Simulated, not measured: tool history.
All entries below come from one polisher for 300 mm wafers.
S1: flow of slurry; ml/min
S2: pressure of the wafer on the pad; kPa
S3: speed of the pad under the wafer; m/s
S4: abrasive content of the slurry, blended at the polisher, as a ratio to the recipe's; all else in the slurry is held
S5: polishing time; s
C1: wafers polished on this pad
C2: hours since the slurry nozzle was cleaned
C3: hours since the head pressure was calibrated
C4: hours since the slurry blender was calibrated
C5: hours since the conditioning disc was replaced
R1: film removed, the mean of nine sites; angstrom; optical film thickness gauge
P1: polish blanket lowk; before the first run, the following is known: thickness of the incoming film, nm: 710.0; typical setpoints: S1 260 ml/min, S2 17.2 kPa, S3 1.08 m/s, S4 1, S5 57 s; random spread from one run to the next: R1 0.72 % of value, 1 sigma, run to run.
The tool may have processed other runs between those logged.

| run | hour | S1 | S2 | S3 | S4 | S5 | C1 | C2 | C3 | C4 | C5 | R1 |
|---|---|---|---|---|---|---|---|---|---|---|---|---|
| 1 | 3.2 | 260 | 17.2 | 1.08 | 1 | 57 | 534 | 126.8 | 233.6 | 150.7 | 281.7 | 268.1 |
| 2 | 7.4 | 260 | 17.2 | 1.08 | 1.3 | 57 | 573 | 131 | 237.8 | 154.9 | 285.9 | 304.31 |
| 3 | 10.9 | 260 | 17.2 | 0.6 | 1 | 57 | 605 | 134.5 | 241.3 | 158.4 | 289.4 | 168.5 |
| 4 | 15 | 395 | 17.2 | 1.08 | 1 | 57 | 643 | 138.6 | 245.4 | 162.5 | 293.5 | 278.07 |
| 5 | 19.7 | 260 | 24.8 | 1.08 | 1 | 57 | 687 | 143.3 | 250.1 | 167.2 | 298.2 | 391.78 |
| 6 | 22.7 | 260 | 17.2 | 1.08 | 1 | 57 | 714 | 146.3 | 253.1 | 170.2 | 301.2 | 270.72 |
| 7 | 25.8 | 260 | 17.2 | 1.08 | 0.55 | 57 | 743 | 149.4 | 256.2 | 173.3 | 304.3 | 197.25 |
| 8 | 30.2 | 155 | 17.2 | 1.08 | 1 | 57 | 784 | 153.8 | 260.6 | 177.7 | 308.7 | 250.29 |
| 9 | 35.5 | 330 | 17.2 | 1.44 | 1 | 57 | 833 | 159.1 | 265.9 | 183 | 314 | 351.08 |
| 10 | 39.8 | 260 | 9.7 | 1.08 | 1 | 57 | 872 | 163.4 | 270.2 | 187.3 | 318.3 | 153.5 |
| 11 | 45 | 260 | 17.2 | 1.08 | 1 | 57 | 920 | 168.6 | 275.4 | 192.5 | 323.5 | 271.07 |
| 12 | 51 | 260 | 17.2 | 1.08 | 1 | 57 | 976 | 174.6 | 281.4 | 198.5 | 329.5 | 270.43 |
| 13 | 57.7 | 260 | 17.2 | 1.08 | 1 | 39 | 1038 | 181.3 | 288.1 | 205.2 | 336.2 | 185.25 |
| 14 | 64.5 | 260 | 17.2 | 1.7 | 1 | 57 | 1100 | 188.1 | 294.9 | 212 | 343 | 388.99 |
| 15 | 69.6 | 260 | 17.2 | 1.08 | 1 | 57 | 1148 | 193.2 | 300 | 217.1 | 348.1 | 269.02 |
| 16 | 75.7 | 260 | 17.2 | 1.08 | 1 | 87 | 1204 | 199.3 | 306.1 | 223.2 | 354.2 | 412.37 |
| 17 | 79.5 | 260 | 17.2 | 1.08 | 1 | 57 | 1239 | 203.1 | 309.9 | 227 | 358 | 275.08 |
| 18 | 82.9 | 260 | 17.2 | 1.08 | 1 | 57 | 1270 | 206.5 | 313.3 | 230.4 | 361.4 | 269.12 |
| 19 | 87.6 | 260 | 17.2 | 1.08 | 1 | 57 | 1314 | 211.2 | 318 | 235.1 | 366.1 | 275.07 |

Forecast run 20:
| 20 | 93.1 | 260 | 17.2 | 1.08 | 1 | 57 | 1365 | 216.7 | 323.5 | 240.6 | 371.6 | ? |

R1: 260.37 angstrom
